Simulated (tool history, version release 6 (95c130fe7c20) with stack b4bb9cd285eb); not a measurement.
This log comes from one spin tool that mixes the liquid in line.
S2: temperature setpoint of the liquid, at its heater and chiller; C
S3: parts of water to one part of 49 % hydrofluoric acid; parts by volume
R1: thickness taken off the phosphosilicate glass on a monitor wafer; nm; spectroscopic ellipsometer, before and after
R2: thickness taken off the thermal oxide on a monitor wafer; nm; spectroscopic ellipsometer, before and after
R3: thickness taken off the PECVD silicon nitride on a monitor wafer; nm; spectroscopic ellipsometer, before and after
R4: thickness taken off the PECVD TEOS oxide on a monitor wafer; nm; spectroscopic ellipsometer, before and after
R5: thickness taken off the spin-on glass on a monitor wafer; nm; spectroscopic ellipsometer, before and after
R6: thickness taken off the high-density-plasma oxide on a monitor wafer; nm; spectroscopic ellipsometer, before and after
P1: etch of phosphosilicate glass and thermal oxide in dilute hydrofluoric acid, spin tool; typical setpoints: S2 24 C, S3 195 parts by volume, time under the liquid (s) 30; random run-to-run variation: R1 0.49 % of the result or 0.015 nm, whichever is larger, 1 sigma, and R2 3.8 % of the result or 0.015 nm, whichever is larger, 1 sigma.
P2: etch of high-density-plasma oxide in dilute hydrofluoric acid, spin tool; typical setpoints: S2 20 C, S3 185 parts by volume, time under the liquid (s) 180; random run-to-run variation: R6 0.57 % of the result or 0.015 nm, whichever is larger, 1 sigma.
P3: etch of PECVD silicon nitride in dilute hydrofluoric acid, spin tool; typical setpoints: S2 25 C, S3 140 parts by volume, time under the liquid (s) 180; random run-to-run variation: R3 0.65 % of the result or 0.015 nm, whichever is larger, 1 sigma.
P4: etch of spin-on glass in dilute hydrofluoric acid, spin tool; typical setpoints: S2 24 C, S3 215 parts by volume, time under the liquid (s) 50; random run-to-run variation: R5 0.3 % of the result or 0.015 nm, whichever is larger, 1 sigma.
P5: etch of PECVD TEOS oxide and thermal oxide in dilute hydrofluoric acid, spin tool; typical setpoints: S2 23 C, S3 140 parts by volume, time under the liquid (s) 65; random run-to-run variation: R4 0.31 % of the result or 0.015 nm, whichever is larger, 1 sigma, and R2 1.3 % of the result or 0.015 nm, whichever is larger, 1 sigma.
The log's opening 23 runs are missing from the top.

Run 24, hour 125.1: process that ran P2, S2 20 C, S3 185 parts by volume, time under the liquid (s) 180. Result: R6 3.7904 nm.
Run 25, hour 129.9: process that ran P4, S2 24 C, S3 310 parts by volume, time under the liquid (s) 50. Result: R5 7.5171 nm.
Run 26, hour 136.2: process that ran P2, S2 20 C, S3 185 parts by volume, time under the liquid (s) 70. Result: R6 1.4634 nm.
Run 27, hour 143.2: process that ran P2, S2 20 C, S3 75 parts by volume, time under the liquid (s) 180. Result: R6 10.4530 nm.
Run 28, hour 149.5: process that ran P1, S2 31 C, S3 40 parts by volume, time under the liquid (s) 30. Result: R1 205.8400 nm, R2 5.25630 nm.
Run 29, hour 152.7: process that ran P5, S2 23 C, S3 140 parts by volume, time under the liquid (s) 65. Result: R2 1.86940 nm, R4 6.7055 nm.
Run 30, hour 156.4: process that ran P3, S2 25 C, S3 140 parts by volume, time under the liquid (s) 75. Result: R3 1.9908 nm.
Run 31, hour 159.9: process that ran P1, S2 24 C, S3 195 parts by volume, time under the liquid (s) 15. Result: R1 13.1580 nm, R2 0.35676 nm.
Run 32, hour 164.7: process that ran P1, S2 24 C, S3 330 parts by volume, time under the liquid (s) 30. Result: R1 13.5750 nm, R2 0.34065 nm.

Predict the results of run 33:
Run 33, hour 168.1: process that ran P4, S2 24 C, S3 215 parts by volume, time under the liquid (s) 50. Result: R5 ?.

R5: 11.8480 nm
